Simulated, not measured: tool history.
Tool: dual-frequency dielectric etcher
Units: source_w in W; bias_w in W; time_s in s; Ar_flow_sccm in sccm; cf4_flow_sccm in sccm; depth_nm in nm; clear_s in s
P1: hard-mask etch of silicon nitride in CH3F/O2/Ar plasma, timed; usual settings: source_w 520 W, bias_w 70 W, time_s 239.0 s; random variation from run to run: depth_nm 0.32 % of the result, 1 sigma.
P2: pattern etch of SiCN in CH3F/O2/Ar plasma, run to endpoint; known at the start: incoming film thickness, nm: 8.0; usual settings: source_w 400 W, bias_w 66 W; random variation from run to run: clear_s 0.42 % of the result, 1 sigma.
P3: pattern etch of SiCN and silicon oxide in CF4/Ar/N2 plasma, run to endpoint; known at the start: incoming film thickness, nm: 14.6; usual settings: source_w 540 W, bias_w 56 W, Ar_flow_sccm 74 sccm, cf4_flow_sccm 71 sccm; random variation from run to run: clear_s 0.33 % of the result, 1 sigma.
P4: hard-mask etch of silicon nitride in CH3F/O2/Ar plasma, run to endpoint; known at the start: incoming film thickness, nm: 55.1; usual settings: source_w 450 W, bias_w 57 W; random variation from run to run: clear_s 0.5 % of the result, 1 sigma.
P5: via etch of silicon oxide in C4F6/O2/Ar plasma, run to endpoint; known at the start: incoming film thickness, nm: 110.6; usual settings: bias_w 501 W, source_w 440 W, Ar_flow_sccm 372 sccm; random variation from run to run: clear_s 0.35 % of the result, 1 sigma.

| run | day | process | source_w | bias_w | time_s | Ar_flow_sccm | cf4_flow_sccm | hours since the last wet clean | hours since the last source power generator calibration | hours since the last bias power generator calibration | depth_nm | clear_s |
|---|---|---|---|---|---|---|---|---|---|---|---|---|
| 1 | 0.454 | P1 | 520 | 70 | 239.0 |  |  | 285.5 | 1725.3 | 794.8 | 183.46 |  |
| 2 | 0.900 | P1 | 320 | 52 | 239.0 |  |  | 296.2 | 1736.0 | 805.5 | 138.29 |  |
| 3 | 1.208 | P5 | 440 | 501 |  | 372 |  | 303.6 | 1743.4 | 812.9 |  | 24.607 |
| 4 | 1.592 | P1 | 520 | 55 | 239.0 |  |  | 312.8 | 1752.6 | 822.1 | 170.53 |  |
| 5 | 1.867 | P1 | 520 | 70 | 294.5 |  |  | 319.4 | 1759.2 | 828.7 | 226.96 |  |
| 6 | 2.258 | P4 | 450 | 57 |  |  |  | 328.8 | 1768.6 | 838.1 |  | 86.439 |
| 7 | 2.588 | P5 | 280 | 501 |  | 372 |  | 336.7 | 1776.5 | 846.0 |  | 29.112 |
| 8 | 2.833 | P4 | 300 | 57 |  |  |  | 342.6 | 1782.4 | 851.9 |  | 100.650 |
| 9 | 3.258 | P1 | 520 | 70 | 239.0 |  |  | 352.8 | 1792.6 | 862.1 | 183.78 |  |
| 10 | 3.712 | P3 | 540 | 72 |  | 74 | 71 | 363.7 | 1803.5 | 873.0 |  | 13.746 |
| 11 | 4.112 | P1 | 520 | 70 | 239.0 |  |  | 373.3 | 1813.1 | 882.6 | 183.57 |  |
| 12 | 4.467 | P5 | 440 | 677 |  | 372 |  | 381.8 | 1821.6 | 891.1 |  | 21.961 |
| 13 | 4.804 | P3 | 540 | 56 |  | 95 | 71 | 389.9 | 1829.7 | 899.2 |  | 15.492 |
| 14 | 5.058 | P1 | 520 | 70 | 239.0 |  |  | 396.0 | 1835.8 | 905.3 | 183.48 |  |
| 15 | 5.392 | P2 | 400 | 45 |  |  |  | 404.0 | 1843.8 | 913.3 |  | 24.597 |
| 16 | 5.842 | P5 | 440 | 501 |  | 372 |  | 414.8 | 1854.6 | 924.1 |  | 24.491 |
|  | 6.179 | source power generator calibrated |
| 17 | 6.221 | P1 | 520 | 97 | 239.0 |  |  | 423.9 | 1.1 | 933.2 | 205.16 |  |
| 18 | 6.608 | P3 | 540 | 56 |  | 74 | 71 | 433.2 | 10.4 | 942.5 |  | 14.872 |
| 19 | 6.900 | P3 | 660 | 56 |  | 74 | 71 | 440.2 | 17.4 | 949.5 |  | 12.317 |
| 20 | 7.146 | P1 | 520 | 70 | 162.5 |  |  | 446.1 | 23.3 | 955.4 | 124.45 |  |
| 21 | 7.512 | P1 | 520 | 70 | 239.0 |  |  | 454.9 | 32.1 | 964.2 | 183.63 |  |
| 22 | 7.846 | P1 | 520 | 70 | 239.0 |  |  | 462.9 | 40.1 | 972.2 | 183.72 |  |
| 23 | 8.046 | P2 | 250 | 66 |  |  |  | 467.7 | 44.9 | 977.0 |  | 26.057 |
| 24 | 8.292 | P1 | 690 | 70 | 239.0 |  |  | 473.6 | 50.8 | 982.9 | 204.07 |  |
| 25 | 8.725 | P3 | 540 | 56 |  | 74 | 71 | 484.0 | 61.2 | 993.3 |  | 14.793 |
| 26 | 9.183 | P1 | 310 | 70 | 239.0 |  |  | 495.0 | 72.2 | 1004.3 | 151.08 |  |
| 27 | 9.392 | P2 | 400 | 66 |  |  |  | 500.0 | 77.2 | 1009.3 |  | 21.721 |

The next listed run, before its measurement:
| 28 | 9.638 | P3 | 540 | 56 |  | 74 | 101 | 505.9 | 83.1 | 1015.2 |  | ? |

Run 28 gave clear_s 14.118 s.

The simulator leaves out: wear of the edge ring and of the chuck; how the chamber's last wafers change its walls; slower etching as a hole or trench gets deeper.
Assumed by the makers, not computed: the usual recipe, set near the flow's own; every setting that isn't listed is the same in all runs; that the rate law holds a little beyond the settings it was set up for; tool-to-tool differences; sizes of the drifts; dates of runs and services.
